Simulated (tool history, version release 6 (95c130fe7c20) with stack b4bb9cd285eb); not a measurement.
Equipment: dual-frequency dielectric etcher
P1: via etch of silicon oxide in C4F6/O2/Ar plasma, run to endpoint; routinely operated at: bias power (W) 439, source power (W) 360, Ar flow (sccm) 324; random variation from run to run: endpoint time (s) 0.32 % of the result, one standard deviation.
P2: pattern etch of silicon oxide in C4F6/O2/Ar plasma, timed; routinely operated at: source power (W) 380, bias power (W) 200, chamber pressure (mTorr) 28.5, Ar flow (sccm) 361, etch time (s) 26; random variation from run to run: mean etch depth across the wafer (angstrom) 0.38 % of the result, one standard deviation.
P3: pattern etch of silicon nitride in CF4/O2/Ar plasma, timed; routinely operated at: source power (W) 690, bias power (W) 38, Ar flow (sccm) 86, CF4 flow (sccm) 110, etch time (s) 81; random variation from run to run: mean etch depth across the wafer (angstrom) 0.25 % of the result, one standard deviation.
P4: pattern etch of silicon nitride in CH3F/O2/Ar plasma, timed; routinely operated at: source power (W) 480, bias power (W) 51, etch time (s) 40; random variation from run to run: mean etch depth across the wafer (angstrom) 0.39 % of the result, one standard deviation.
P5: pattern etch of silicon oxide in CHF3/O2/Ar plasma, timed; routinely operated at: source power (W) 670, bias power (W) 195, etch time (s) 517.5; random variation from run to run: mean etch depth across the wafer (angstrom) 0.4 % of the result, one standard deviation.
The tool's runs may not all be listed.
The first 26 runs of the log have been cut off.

| run | day | process that ran | bias power (W) | source power (W) | Ar flow (sccm) | etch time (s) | CF4 flow (sccm) | chamber pressure (mTorr) | hours since the last wet clean | hours since the last bias power generator calibration | hours since the last source power generator calibration | hours since the last Ar flow controller change | endpoint time (s) | mean etch depth across the wafer (angstrom) |
|---|---|---|---|---|---|---|---|---|---|---|---|---|---|---|
| 27 | 11.096 | P5 | 195 | 670 |  | 517.5 |  |  | 645.2 | 1479.8 | 3072.9 | 1578.5 |  | 10871 |
| 28 | 11.367 | P1 | 275 | 490 | 324 |  |  |  | 651.7 | 1486.3 | 3079.4 | 1585 | 39.827 |  |
| 29 | 11.704 | P1 | 439 | 360 | 324 |  |  |  | 659.8 | 1494.4 | 3087.5 | 1593.1 | 37.723 |  |
| 30 | 12.092 | P4 | 70 | 480 |  | 40 |  |  | 669.1 | 1503.7 | 3096.8 | 1602.4 |  | 294.96 |
| 31 | 12.408 | P2 | 200 | 380 | 361 | 38 |  | 28.5 | 676.7 | 1511.3 | 3104.4 | 1610 |  | 1209.7 |
| 32 | 12.879 | P3 | 38 | 950 | 86 | 81 | 110 |  | 688 | 1522.6 | 3115.7 | 1621.3 |  | 2487.5 |
| 33 | 13.233 | P3 | 38 | 690 | 86 | 81 | 89 |  | 696.5 | 1531.1 | 3124.2 | 1629.8 |  | 1827 |
| 34 | 13.596 | P1 | 439 | 290 | 324 |  |  |  | 705.2 | 1539.8 | 3132.9 | 1638.5 | 41.133 |  |

Run 35, settings as shown, results not yet in. Your forecast:
| 35 | 14.096 | P3 | 38 | 690 | 86 | 81 | 110 |  | 717.2 | 1551.8 | 3144.9 | 1650.5 |  | ? |

mean etch depth across the wafer (angstrom): 1871.4
